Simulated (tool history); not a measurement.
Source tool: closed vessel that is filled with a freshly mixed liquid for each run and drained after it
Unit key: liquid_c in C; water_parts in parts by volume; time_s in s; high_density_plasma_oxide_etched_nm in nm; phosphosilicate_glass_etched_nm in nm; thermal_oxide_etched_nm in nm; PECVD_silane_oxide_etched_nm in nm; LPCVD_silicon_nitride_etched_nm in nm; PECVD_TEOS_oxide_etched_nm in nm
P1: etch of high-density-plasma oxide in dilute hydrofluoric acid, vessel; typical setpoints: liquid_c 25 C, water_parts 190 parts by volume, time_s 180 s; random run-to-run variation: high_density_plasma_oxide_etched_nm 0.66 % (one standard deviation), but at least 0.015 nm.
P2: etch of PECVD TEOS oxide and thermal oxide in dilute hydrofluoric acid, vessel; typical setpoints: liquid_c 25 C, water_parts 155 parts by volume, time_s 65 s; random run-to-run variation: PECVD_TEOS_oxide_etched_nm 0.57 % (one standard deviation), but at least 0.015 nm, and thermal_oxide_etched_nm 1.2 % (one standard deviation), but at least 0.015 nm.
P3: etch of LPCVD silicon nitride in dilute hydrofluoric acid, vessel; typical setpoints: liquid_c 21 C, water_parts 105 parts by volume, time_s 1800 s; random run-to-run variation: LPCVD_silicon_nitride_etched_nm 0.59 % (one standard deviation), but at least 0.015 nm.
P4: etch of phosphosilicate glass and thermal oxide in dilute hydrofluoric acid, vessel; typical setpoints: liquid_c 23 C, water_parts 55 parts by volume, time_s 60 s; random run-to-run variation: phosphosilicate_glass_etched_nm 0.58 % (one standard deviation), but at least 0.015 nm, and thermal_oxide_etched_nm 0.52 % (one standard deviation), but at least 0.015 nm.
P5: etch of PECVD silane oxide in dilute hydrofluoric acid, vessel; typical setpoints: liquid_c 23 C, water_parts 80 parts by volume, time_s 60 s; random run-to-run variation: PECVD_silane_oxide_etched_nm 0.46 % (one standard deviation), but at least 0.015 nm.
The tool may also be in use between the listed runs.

| run | hour | process | liquid_c | water_parts | time_s | hours since the thermometer was replaced | hours since the hydrofluoric acid flow meter was replaced | high_density_plasma_oxide_etched_nm | phosphosilicate_glass_etched_nm | thermal_oxide_etched_nm | PECVD_silane_oxide_etched_nm | LPCVD_silicon_nitride_etched_nm | PECVD_TEOS_oxide_etched_nm |
|---|---|---|---|---|---|---|---|---|---|---|---|---|---|
| 1 | 5.6 | P1 | 25 | 190 | 180 | 805 | 375.8 | 4.5447 |  |  |  |  |  |
| 2 | 12.3 | P1 | 21.5 | 190 | 45 | 811.7 | 382.5 | 0.98975 |  |  |  |  |  |
| 3 | 18.7 | P4 | 23 | 55 | 60 | 818.1 | 388.9 |  | 94.692 | 5.2738 |  |  |  |
| 4 | 24 | P1 | 25 | 190 | 180 | 823.4 | 394.2 | 4.5522 |  |  |  |  |  |
| 5 | 27.7 | P5 | 30 | 80 | 60 | 827.1 | 397.9 |  |  |  | 38.41 |  |  |
| 6 | 31.3 | P1 | 25 | 190 | 180 | 830.7 | 401.5 | 4.5264 |  |  |  |  |  |
| 7 | 37.1 | P5 | 23 | 45 | 60 | 836.5 | 407.3 |  |  |  | 54.118 |  |  |
| 8 | 44.1 | P1 | 20.5 | 190 | 180 | 843.5 | 414.3 | 3.8137 |  |  |  |  |  |
| 9 | 48.3 | P4 | 23 | 55 | 60 | 847.7 | 418.5 |  | 95.956 | 5.2906 |  |  |  |
| 10 | 54.2 | P3 | 21 | 105 | 3430 | 853.6 | 424.4 |  |  |  |  | 11.611 |  |
| 11 | 59 | P4 | 23 | 55 | 85 | 858.4 | 429.2 |  | 134.36 | 7.503 |  |  |  |
| 12 | 62.2 | P1 | 25 | 190 | 30 | 861.6 | 432.4 | 0.76599 |  |  |  |  |  |
| 13 | 68 | P1 | 25 | 190 | 280 | 867.4 | 438.2 | 7.1188 |  |  |  |  |  |
|  | 68.8 | hydrofluoric acid flow meter replaced |
| 14 | 74.5 | P1 | 25 | 190 | 180 | 873.9 | 5.8 | 4.5247 |  |  |  |  |  |
| 15 | 80.2 | P1 | 30.5 | 190 | 180 | 879.6 | 11.5 | 5.5336 |  |  |  |  |  |
| 16 | 83.8 | P1 | 25 | 190 | 180 | 883.2 | 15.1 | 4.6414 |  |  |  |  |  |
| 17 | 89.8 | P5 | 23 | 80 | 110 | 889.2 | 21.1 |  |  |  | 53.435 |  |  |
| 18 | 93.7 | P2 | 25 | 155 | 65 | 893.1 | 25 |  |  | 2.0158 |  |  | 5.4078 |
| 19 | 99.3 | P2 | 25 | 155 | 110 | 898.7 | 30.6 |  |  | 3.4194 |  |  | 9.2461 |
| 20 | 105.3 | P4 | 17 | 55 | 60 | 904.7 | 36.6 |  | 73.244 | 4.1111 |  |  |  |
| 21 | 109.8 | P3 | 21 | 105 | 1800 | 909.2 | 41.1 |  |  |  |  | 6.1065 |  |
| 22 | 115.5 | P3 | 17 | 105 | 1800 | 914.9 | 46.8 |  |  |  |  | 4.6433 |  |
| 23 | 122.2 | P2 | 32 | 155 | 65 | 921.6 | 53.5 |  |  | 2.6181 |  |  | 7.0985 |
| 24 | 127.3 | P2 | 25 | 285 | 65 | 926.7 | 58.6 |  |  | 0.98467 |  |  | 2.5783 |
| 25 | 131.1 | P1 | 25 | 325 | 180 | 930.5 | 62.4 | 2.3242 |  |  |  |  |  |
| 26 | 135.4 | P5 | 23 | 80 | 60 | 934.8 | 66.7 |  |  |  | 28.909 |  |  |
| 27 | 139.3 | P1 | 29 | 90 | 180 | 938.7 | 70.6 | 12.709 |  |  |  |  |  |
| 28 | 145.2 | P1 | 25 | 190 | 180 | 944.6 | 76.5 | 4.5912 |  |  |  |  |  |
| 29 | 149.4 | P3 | 21 | 65 | 1800 | 948.8 | 80.7 |  |  |  |  | 9.6004 |  |
| 30 | 154.4 | P1 | 17.5 | 255 | 180 | 953.8 | 85.7 | 2.3886 |  |  |  |  |  |
| 31 | 160.4 | P4 | 23 | 90 | 60 | 959.8 | 91.7 |  | 55.147 | 3.1526 |  |  |  |
| 32 | 166 | P1 | 25 | 65 | 180 | 965.4 | 97.3 | 15.556 |  |  |  |  |  |
| 33 | 170.7 | P1 | 25 | 190 | 180 | 970.1 | 102 | 4.5309 |  |  |  |  |  |
| 34 | 176.1 | P1 | 25 | 190 | 180 | 975.5 | 107.4 | 4.515 |  |  |  |  |  |
| 35 | 182.4 | P1 | 25 | 190 | 180 | 981.8 | 113.7 | 4.3962 |  |  |  |  |  |
| 36 | 189.5 | P1 | 25 | 190 | 180 | 988.9 | 120.8 | 4.2781 |  |  |  |  |  |
| 37 | 193.8 | P1 | 25 | 190 | 180 | 993.2 | 125.1 | 4.2747 |  |  |  |  |  |
| 38 | 200.1 | P1 | 25 | 190 | 180 | 999.5 | 131.4 | 4.2107 |  |  |  |  |  |
| 39 | 204.1 | P1 | 25 | 190 | 180 | 1003.5 | 135.4 | 4.2046 |  |  |  |  |  |
| 40 | 210.6 | P1 | 25 | 190 | 180 | 1010 | 141.9 | 4.2606 |  |  |  |  |  |
| 41 | 217.2 | P1 | 25 | 190 | 180 | 1016.6 | 148.5 | 4.1898 |  |  |  |  |  |
| 42 | 223.1 | P1 | 25 | 190 | 180 | 1022.5 | 154.4 | 4.204 |  |  |  |  |  |
| 43 | 228.6 | P1 | 25 | 190 | 180 | 1028 | 159.9 | 4.2084 |  |  |  |  |  |

Compared with where it was, what P1 gives has crept away. Each cause listed below fits the log as well as the rest, at the size given for it:
A: hydrofluoric acid flow below the setpoint (%) = 6.34
B: liquid colder than its thermometer reads (K) = 2.14
The drift started at roughly hour 170.7.

Each of the 4 check runs below uses one wafer; its results are left as question marks. Which run tells the causes apart?
| check 1 | 234.1 | P4 | 23 | 90 | 85 |  |  |  | ? | ? |  |  |  |
| check 2 | 234.1 | P2 | 31.5 | 265 | 65 |  |  |  |  | ? |  |  | ? |
| check 3 | 234.1 | P5 | 29.5 | 80 | 60 |  |  |  |  |  | ? |  |  |
| check 4 | 234.1 | P3 | 17 | 105 | 1800 |  |  |  |  |  |  | ? |  |

What each check would give under each cause:
| check | result | if A | if B |
|---|---|---|---|
| check 1 | phosphosilicate_glass_etched_nm | 73.29 | 72.262 |
| check 1 | thermal_oxide_etched_nm | 4.1009 | 4.0434 |
| check 2 | thermal_oxide_etched_nm | 1.1863 | 1.2056 |
| check 2 | PECVD_TEOS_oxide_etched_nm | 3.231 | 3.2837 |
| check 3 | PECVD_silane_oxide_etched_nm | 34.931 | 34.602 |
| check 4 | LPCVD_silicon_nitride_etched_nm | 4.3227 | 3.9628 |
Smallest distance between any two causes, each pair judged by its most separating result, in per cent: check 1 1.41 %; check 2 1.62 %; check 3 0.95 %; check 4 8.69 %
Check 4 distinguishes between the causes, while the remaining checks would return nearly the same result for all of them.

Here is what check 4 returned: LPCVD_silicon_nitride_etched_nm 4.0059 nm. Which cause is it?

It is B: liquid colder than its thermometer reads (K).
